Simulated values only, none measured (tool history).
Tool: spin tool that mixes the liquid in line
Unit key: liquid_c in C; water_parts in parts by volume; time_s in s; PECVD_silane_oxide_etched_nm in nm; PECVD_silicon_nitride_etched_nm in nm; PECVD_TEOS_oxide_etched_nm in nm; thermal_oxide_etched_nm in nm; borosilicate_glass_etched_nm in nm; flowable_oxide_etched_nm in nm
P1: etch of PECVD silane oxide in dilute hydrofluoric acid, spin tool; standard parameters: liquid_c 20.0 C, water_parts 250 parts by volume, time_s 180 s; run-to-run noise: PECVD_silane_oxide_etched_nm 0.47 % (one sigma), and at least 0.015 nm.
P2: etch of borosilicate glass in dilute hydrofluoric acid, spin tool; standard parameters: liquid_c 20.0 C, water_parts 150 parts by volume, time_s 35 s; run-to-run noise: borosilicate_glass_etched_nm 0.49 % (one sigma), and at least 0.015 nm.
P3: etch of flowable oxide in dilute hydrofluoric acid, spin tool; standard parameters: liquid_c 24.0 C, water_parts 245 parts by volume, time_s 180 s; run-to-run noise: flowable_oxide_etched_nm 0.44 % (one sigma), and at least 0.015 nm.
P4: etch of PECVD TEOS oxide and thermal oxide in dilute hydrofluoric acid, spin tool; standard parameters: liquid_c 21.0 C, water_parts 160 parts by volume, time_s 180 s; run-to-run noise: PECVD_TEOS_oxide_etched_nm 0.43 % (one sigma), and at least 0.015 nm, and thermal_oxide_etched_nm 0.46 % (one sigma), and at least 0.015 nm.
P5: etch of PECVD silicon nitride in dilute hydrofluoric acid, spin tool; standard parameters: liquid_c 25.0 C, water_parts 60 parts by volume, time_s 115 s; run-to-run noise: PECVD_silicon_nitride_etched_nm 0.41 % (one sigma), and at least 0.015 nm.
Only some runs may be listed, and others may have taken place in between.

run   hour  process  liquid_c  water_parts  time_s  hours since the thermometer was replaced  hours since the hydrofluoric acid flow meter was replaced  PECVD_silane_oxide_etched_nm  PECVD_silicon_nitride_etched_nm  PECVD_TEOS_oxide_etched_nm  thermal_oxide_etched_nm  borosilicate_glass_etched_nm  flowable_oxide_etched_nm
  1    5.3       P1      20.0          250     180                                    1473.5                                                      385.1                        9.8269
  2    8.4       P5      20.5           60     115                                    1476.6                                                      388.2                                                         6.9705
  3   12.1       P1      20.0          250     180                                    1480.3                                                      391.9                        9.8280
  4   16.9       P1      20.0          380     180                                    1485.1                                                      396.7                        5.7573
  5   21.2       P4      21.0          160     180                                    1489.4                                                      401.0                                                                                     8.6625                  4.30660
  6   26.3       P2      20.0          150      35                                    1494.5                                                      406.1                                                                                                                                            6.6411
  7   31.9       P4      17.0          160     180                                    1500.1                                                      411.7                                                                                     7.3841                  3.67660
  8   35.5       P4      21.0          160      40                                    1503.7                                                      415.3                                                                                     1.9128                  0.96451
  9   39.2       P3      24.0          245     180                                    1507.4                                                      419.0                                                                                                                                                                      25.533
 10   43.8       P1      20.0          250     265                                    1512.0                                                      423.6                       14.4900
 11   47.9       P1      20.0          250     180                                    1516.1                                                      427.7                        9.8537
 12   50.6       P3      31.0          245     180                                    1518.8                                                      430.4                                                                                                                                                                      32.207
 13   55.6       P1      28.0          250     310                                    1523.8                                                      435.4                       22.4910
 14   61.3       P1      17.0          250     180                                    1529.5                                                      441.1                        8.7652
 15   65.8       P2      20.0          150      15                                    1534.0                                                      445.6                                                                                                                                            2.8439
 16   70.1       P1      20.0          145      35                                    1538.3                                                      449.9                        3.6673
 17   74.1       P1      20.0          155     180                                    1542.3                                                      453.9                       17.5830
 18   79.7       P5      25.0           60      40                                    1547.9                                                      459.5                                                         3.2928
 19   84.6       P1      20.0          250     180                                    1552.8                                                      464.4                        9.8323
 20   89.6       P5      25.0           60     115                                    1557.8                                                      469.4                                                         9.5452
 21   95.6       P1      20.0          250     180                                    1563.8                                                      475.4                        9.8271
 22  100.0       P2      20.0          250      35                                    1568.2                                                      479.8                                                                                                                                            3.5405
 23  103.8       P1      20.0          250      65                                    1572.0                                                      483.6                        3.5501
 24  107.7       P2      28.0          150      35                                    1575.9                                                      487.5                                                                                                                                            8.9240
 25  113.4       P1      26.0          250     180                                    1581.6                                                      493.2                       12.1840
 26  116.9       P3      24.0          440     180                                    1585.1                                                      496.7                                                                                                                                                                      11.899
 27  122.1       P3      24.0          245     360                                    1590.3                                                      501.9                                                                                                                                                                      50.701
 28  126.0       P5      25.0           40     115                                    1594.2                                                      505.8                                                        14.1180
 29  129.4       P4      21.0          250     180                                    1597.6                                                      509.2                                                                                     5.1046                  2.49590
 30  134.0       P1      20.0          250     180                                    1602.2                                                      513.8                        9.8062
 31  140.1       P1      20.0          250     180                                    1608.3                                                      519.9                       10.1690
 32  145.8       P1      20.0          250     180                                    1614.0                                                      525.6                       10.3670
 33  149.8       P1      20.0          250     180                                    1618.0                                                      529.6                       10.5090
 34  153.1       P1      20.0          250     180                                    1621.3                                                      532.9                       10.6190
 35  158.1       P1      20.0          250     180                                    1626.3                                                      537.9                       10.4980
 36  161.4       P1      20.0          250     180                                    1629.6                                                      541.2                       10.6170
 37  164.7       P1      20.0          250     180                                    1632.9                                                      544.5                       10.6010

P1 has crept away from where it was. The log is fitted equally well by each of these 2 causes, at the sizes shown:
A: hydrofluoric acid flow above the setpoint (%) = 6.19
B: liquid hotter than its thermometer reads (K) = 1.99
Onset of the creep was near hour 134.0.

The check runs listed below each take one wafer, and their results are still question marks. Under which run would the listed causes lead to clearly different results?
check 1  168.0       P3      24.0          245     180                                                                                                                                                                                                                                                                                ?
check 2  168.0       P5      25.0           60     115                                                                                                                                                                   ?
check 3  168.0       P2      20.0          150      35                                                                                                                                                                                                                                                      ?
check 4  168.0       P4      21.0          160     180                                                                                                                                                                                               ?                        ?

Outcome of each check run for each possible cause:
  check                           result     if A     if B
check 1         flowable_oxide_etched_nm   27.410   27.296
check 2  PECVD_silicon_nitride_etched_nm  10.0240  10.7780
check 3     borosilicate_glass_etched_nm   7.0769   7.1425
check 4       PECVD_TEOS_oxide_etched_nm   9.2936   9.3605
check 4          thermal_oxide_etched_nm  4.64050  4.67390
Separation of the two closest causes in each check, using whichever result separates them best: check 1 0.42 %; check 2 7.25 %; check 3 0.92 %; check 4 0.72 %
Check 2 distinguishes between the causes, while the remaining checks would return nearly the same result for all of them.

With check 2 done, the readings were: PECVD_silicon_nitride_etched_nm 9.9658 nm. Identify which of the listed causes applies.

It is A: hydrofluoric acid flow above the setpoint (%).
